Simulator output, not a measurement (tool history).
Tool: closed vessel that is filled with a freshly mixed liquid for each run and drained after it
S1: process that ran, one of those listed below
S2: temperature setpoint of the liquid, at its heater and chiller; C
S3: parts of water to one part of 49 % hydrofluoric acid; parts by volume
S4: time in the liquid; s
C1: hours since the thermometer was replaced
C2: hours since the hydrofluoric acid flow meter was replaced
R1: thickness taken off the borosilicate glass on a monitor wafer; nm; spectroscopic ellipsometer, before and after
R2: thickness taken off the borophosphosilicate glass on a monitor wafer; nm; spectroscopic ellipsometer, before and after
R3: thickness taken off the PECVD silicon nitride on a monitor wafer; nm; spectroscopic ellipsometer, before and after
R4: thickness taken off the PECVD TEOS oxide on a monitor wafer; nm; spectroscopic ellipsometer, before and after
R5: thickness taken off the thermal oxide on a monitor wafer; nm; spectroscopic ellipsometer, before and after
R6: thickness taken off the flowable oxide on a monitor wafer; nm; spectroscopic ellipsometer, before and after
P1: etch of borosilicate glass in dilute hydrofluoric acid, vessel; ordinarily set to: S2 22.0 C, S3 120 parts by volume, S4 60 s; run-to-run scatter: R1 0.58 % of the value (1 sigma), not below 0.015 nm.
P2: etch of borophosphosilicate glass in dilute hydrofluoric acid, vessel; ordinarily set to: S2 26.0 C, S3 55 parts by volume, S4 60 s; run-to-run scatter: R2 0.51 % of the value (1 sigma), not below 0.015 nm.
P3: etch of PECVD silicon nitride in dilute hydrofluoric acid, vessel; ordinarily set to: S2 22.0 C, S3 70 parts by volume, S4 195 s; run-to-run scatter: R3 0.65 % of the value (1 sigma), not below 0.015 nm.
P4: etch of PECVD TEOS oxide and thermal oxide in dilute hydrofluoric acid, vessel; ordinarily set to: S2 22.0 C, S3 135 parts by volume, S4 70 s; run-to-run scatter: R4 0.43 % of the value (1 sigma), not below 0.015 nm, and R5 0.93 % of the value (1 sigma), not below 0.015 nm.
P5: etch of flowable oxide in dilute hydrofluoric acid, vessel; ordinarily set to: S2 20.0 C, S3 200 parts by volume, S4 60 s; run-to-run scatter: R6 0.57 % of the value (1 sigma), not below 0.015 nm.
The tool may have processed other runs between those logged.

run	day	S1	S2	S3	S4	C1	C2	R1	R2	R3	R4	R5	R6
1	0.167	P1	22.0	120	60	896.2	1250.6	15.3420					
2	0.317	P1	22.0	120	60	899.8	1254.2	15.2540					
3	0.462	P2	26.0	55	30	903.3	1257.7		38.783				
4	0.612	P1	27.5	120	60	906.9	1261.3	18.8660					
5	0.871	P3	22.0	70	325	913.1	1267.5			7.2413			
6	1.054	P3	22.0	110	195	917.5	1271.9			2.7809			
7	1.325	P3	22.0	70	195	924.0	1278.4			4.2832			
8	1.638	P1	22.0	120	105	931.5	1285.9	26.8980					
9	1.783	P1	22.0	120	60	935.0	1289.4	15.3450					
10	1.958	P1	22.0	120	30	939.2	1293.6	7.6683					
11	2.129	P4	22.0	135	30	943.3	1297.7				3.1758	0.94888	
12	2.446	P3	30.0	70	195	950.9	1305.3			7.3112			
13	2.704	P3	22.0	70	195	957.1	1311.5			4.2993			
14	2.912	P1	22.0	120	60	962.1	1316.5	15.2570					
15	3.112	P1	22.0	120	60	966.9	1321.3	15.2900					
16	3.292	P4	17.0	135	70	971.2	1325.6				6.1419	1.82100	
17	3.479	P1	18.5	120	60	975.7	1330.1	13.1550					
18	3.658	P5	20.0	65	60	980.0	1334.4						44.123
19	3.821	P5	28.0	200	60	983.9	1338.3						16.628
20	4.062	P4	22.0	135	70	989.7	1344.1				7.4560	2.24170	
21	4.262	P1	22.0	60	60	994.5	1348.9	32.6430					
# day 4.271: hydrofluoric acid flow meter replaced
22	4.408	P1	22.0	120	60	998.0	3.4	15.3960					
23	4.679	P5	20.0	200	60	1004.5	9.9						12.275
24	4.858	P2	26.0	55	60	1008.8	14.2		77.301				
25	5.054	P4	22.0	60	70	1013.5	18.9				18.5170	5.49700	
26	5.317	P4	22.0	135	70	1019.8	25.2				7.5062	2.26970	
27	5.567	P5	20.0	200	95	1025.8	31.2						19.523
28	5.746	P1	22.0	65	30	1030.1	35.5	15.0810					
# day 5.846: thermometer replaced
29	5.917	P1	22.0	120	60	1.7	39.6	15.2750					
30	6.092	P1	26.0	120	30	5.9	43.8	8.9244					
31	6.338	P2	32.0	55	60	11.8	49.7		98.124				
32	6.504	P5	20.0	200	60	15.8	53.7						12.414
33	6.833	P1	22.0	210	60	23.7	61.6	7.8718					
34	7.096	P2	26.0	20	60	30.0	67.9		225.370				
35	7.242	P1	22.0	120	60	33.5	71.4	15.3660					
36	7.496	P1	22.0	120	60	39.6	77.5	14.8040					
37	7.750	P1	22.0	120	60	45.7	83.6	14.4140					
38	7.996	P1	22.0	120	60	51.6	89.5	14.2820					
39	8.204	P1	22.0	120	60	56.6	94.5	14.3160					
40	8.362	P1	22.0	120	60	60.4	98.3	14.3280					
41	8.550	P1	22.0	120	60	64.9	102.8	14.0950					
42	8.725	P1	22.0	120	60	69.1	107.0	14.0860					
43	8.896	P1	22.0	120	60	73.2	111.1	14.0160					
44	9.204	P1	22.0	120	60	80.6	118.5	14.2850					

P1 no longer gives what it gave before; its output has crept away from where it was. The following 2 causes, each at its listed size, fit the log equally well:
A: hydrofluoric acid flow below the setpoint (%) = 6.65
B: liquid colder than its thermometer reads (K) = 1.96
Creep in the process output first set in at about day 7.242.

Of the 4 check runs listed below, each run on one wafer and each result written as a question mark, which would let you distinguish the listed causes because they would give clearly different results?
check 1	9.512	P2	26.0	55	60				?				
check 2	9.512	P3	22.0	70	195					?			
check 3	9.512	P4	22.0	135	70						?	?	
check 4	9.512	P5	20.0	200	60								?

What each check would give under each cause:
check	result	if A	if B
check 1	R2	72.116	71.725
check 2	R3	4.0045	3.7468
check 3	R4	6.9445	6.9550
check 3	R5	2.05390	2.05700
check 4	R6	11.338	11.408
Separation of the two closest causes in each check, using whichever result separates them best: check 1 0.54 %; check 2 6.65 %; check 3 0.15 %; check 4 0.62 %
Only check 2 tells the causes apart: in the others they would give nearly the same result.

Here is what check 2 returned: R3 3.7877 nm. Which cause is it?

The correct cause is B, namely: liquid colder than its thermometer reads (K).

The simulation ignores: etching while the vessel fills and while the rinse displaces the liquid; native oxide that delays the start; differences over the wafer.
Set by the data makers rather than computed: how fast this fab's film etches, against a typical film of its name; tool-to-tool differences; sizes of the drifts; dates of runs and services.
